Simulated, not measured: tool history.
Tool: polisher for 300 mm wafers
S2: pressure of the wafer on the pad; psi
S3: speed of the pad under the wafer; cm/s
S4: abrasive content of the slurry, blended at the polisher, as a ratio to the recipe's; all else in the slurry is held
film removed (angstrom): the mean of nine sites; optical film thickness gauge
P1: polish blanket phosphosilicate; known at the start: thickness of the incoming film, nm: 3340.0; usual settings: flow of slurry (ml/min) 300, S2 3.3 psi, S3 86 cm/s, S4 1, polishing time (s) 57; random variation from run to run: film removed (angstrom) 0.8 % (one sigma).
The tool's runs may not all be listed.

{"run": 1, "hour": 6.4, "flow of slurry (ml/min)": 300, "S2": 3.3, "S3": 86, "S4": 1, "polishing time (s)": 57, "film removed (angstrom)": 5157}
{"run": 2, "hour": 13.8, "flow of slurry (ml/min)": 300, "S2": 3.3, "S3": 86, "S4": 1, "polishing time (s)": 57, "film removed (angstrom)": 5122.8}
{"run": 3, "hour": 20.1, "flow of slurry (ml/min)": 300, "S2": 3.3, "S3": 86, "S4": 1, "polishing time (s)": 57, "film removed (angstrom)": 5156.5}
{"run": 4, "hour": 25.3, "flow of slurry (ml/min)": 300, "S2": 3.3, "S3": 86, "S4": 1.45, "polishing time (s)": 80, "film removed (angstrom)": 8468.7}
{"run": 5, "hour": 32.6, "flow of slurry (ml/min)": 195, "S2": 3.3, "S3": 86, "S4": 1, "polishing time (s)": 57, "film removed (angstrom)": 4881.8}
{"run": 6, "hour": 42.3, "flow of slurry (ml/min)": 300, "S2": 3.3, "S3": 86, "S4": 1, "polishing time (s)": 57, "film removed (angstrom)": 5110.2}
{"run": 7, "hour": 46.6, "flow of slurry (ml/min)": 300, "S2": 3.3, "S3": 116, "S4": 1, "polishing time (s)": 57, "film removed (angstrom)": 6522.9}
{"run": 8, "hour": 52.0, "flow of slurry (ml/min)": 455, "S2": 3.3, "S3": 86, "S4": 1, "polishing time (s)": 57, "film removed (angstrom)": 5344}
{"run": 9, "hour": 60.9, "flow of slurry (ml/min)": 300, "S2": 3.3, "S3": 86, "S4": 1, "polishing time (s)": 57, "film removed (angstrom)": 5220.6}
{"run": 10, "hour": 67.7, "flow of slurry (ml/min)": 300, "S2": 3.3, "S3": 86, "S4": 1, "polishing time (s)": 89, "film removed (angstrom)": 8027}
{"run": 11, "hour": 73.9, "flow of slurry (ml/min)": 300, "S2": 3.3, "S3": 48, "S4": 1, "polishing time (s)": 57, "film removed (angstrom)": 3233.2}
{"run": 12, "hour": 81.3, "flow of slurry (ml/min)": 300, "S2": 1.9, "S3": 86, "S4": 0.6, "polishing time (s)": 57, "film removed (angstrom)": 2271.4}
{"run": 13, "hour": 87.1, "flow of slurry (ml/min)": 300, "S2": 3.3, "S3": 86, "S4": 1, "polishing time (s)": 38, "film removed (angstrom)": 3442.7}
{"run": 14, "hour": 95.0, "flow of slurry (ml/min)": 300, "S2": 3.3, "S3": 86, "S4": 0.55, "polishing time (s)": 57, "film removed (angstrom)": 3758.4}
{"run": 15, "hour": 99.4, "flow of slurry (ml/min)": 300, "S2": 3.3, "S3": 86, "S4": 1.25, "polishing time (s)": 57, "film removed (angstrom)": 5613.9}
{"hour": 99.6, "done": "conditioning disc replaced and pad reconditioned"}
{"run": 16, "hour": 108.6, "flow of slurry (ml/min)": 300, "S2": 5.1, "S3": 86, "S4": 1, "polishing time (s)": 57, "film removed (angstrom)": 7955.3}
{"run": 17, "hour": 117.3, "flow of slurry (ml/min)": 300, "S2": 2.3, "S3": 86, "S4": 1, "polishing time (s)": 57, "film removed (angstrom)": 3610.9}
{"run": 18, "hour": 124.1, "flow of slurry (ml/min)": 300, "S2": 3.3, "S3": 86, "S4": 1, "polishing time (s)": 57, "film removed (angstrom)": 5144.8}
{"run": 19, "hour": 129.7, "flow of slurry (ml/min)": 300, "S2": 3.3, "S3": 86, "S4": 1, "polishing time (s)": 57, "film removed (angstrom)": 5003.5}
{"run": 20, "hour": 136.9, "flow of slurry (ml/min)": 300, "S2": 3.3, "S3": 86, "S4": 1, "polishing time (s)": 57, "film removed (angstrom)": 4848.9}
{"hour": 140.6, "done": "conditioning disc replaced and pad reconditioned"}
{"run": 21, "hour": 146.1, "flow of slurry (ml/min)": 300, "S2": 3.3, "S3": 86, "S4": 1, "polishing time (s)": 57, "film removed (angstrom)": 4748.4}
{"hour": 151.1, "done": "head pressure recalibrated"}
{"run": 22, "hour": 151.8, "flow of slurry (ml/min)": 300, "S2": 3.3, "S3": 86, "S4": 1, "polishing time (s)": 57, "film removed (angstrom)": 4680.6}
{"hour": 153.6, "done": "slurry nozzle cleaned"}
{"run": 23, "hour": 157.3, "flow of slurry (ml/min)": 300, "S2": 3.3, "S3": 86, "S4": 1, "polishing time (s)": 57, "film removed (angstrom)": 4728.3}
{"run": 24, "hour": 163.5, "flow of slurry (ml/min)": 300, "S2": 3.3, "S3": 86, "S4": 1, "polishing time (s)": 57, "film removed (angstrom)": 4806.3}

What P1 gives has crept away from where it was. These 2 causes fit the log equally well, each at the size given:
A: removal rate lost through wear of the pad, % = 7.97
B: abrasive missing from the slurry, % = 16
The creep began at about hour 124.1.
Why every other cause is out:
slurry flow missing at the pad, %: serviced at hour 153.6, which brought nothing back
head's pressure below its setpoint, %: serviced at hour 151.1, which brought nothing back
time polished since the conditioner stopped cutting, s: serviced at hour 140.6, which brought nothing back

4 check runs are offered, each on 5 wafers whose results are averaged, their results left as question marks. Which one tells the causes apart?
{"run": "check 1", "hour": 169.7, "flow of slurry (ml/min)": 445, "S2": 3.3, "S3": 86, "S4": 1, "polishing time (s)": 84, "film removed (angstrom)": "?"}
{"run": "check 2", "hour": 169.7, "flow of slurry (ml/min)": 300, "S2": 4.3, "S3": 86, "S4": 1, "polishing time (s)": 88, "film removed (angstrom)": "?"}
{"run": "check 3", "hour": 169.7, "flow of slurry (ml/min)": 300, "S2": 4.9, "S3": 86, "S4": 1, "polishing time (s)": 78, "film removed (angstrom)": "?"}
{"run": "check 4", "hour": 169.7, "flow of slurry (ml/min)": 300, "S2": 3.3, "S3": 86, "S4": 0.55, "polishing time (s)": 57, "film removed (angstrom)": "?"}

What each check would give under each cause:
check=check_1 result=film_removed_(angstrom) if_A=7198.8 if_B=7198.9
check=check_2 result=film_removed_(angstrom) if_A=9543.2 if_B=9543.4
check=check_3 result=film_removed_(angstrom) if_A=9639 if_B=9639.2
check=check_4 result=film_removed_(angstrom) if_A=3457.9 if_B=3370.6
How far apart the two closest causes lie, in the result that separates them most: check 1 0 %; check 2 0 %; check 3 0 %; check 4 2.56 %
Check 4 tells the causes apart: in the others they would give nearly the same result.

Then check 4 was run and gave: film removed (angstrom) 3375.2. Which cause is it?

It is B: abrasive missing from the slurry, %.

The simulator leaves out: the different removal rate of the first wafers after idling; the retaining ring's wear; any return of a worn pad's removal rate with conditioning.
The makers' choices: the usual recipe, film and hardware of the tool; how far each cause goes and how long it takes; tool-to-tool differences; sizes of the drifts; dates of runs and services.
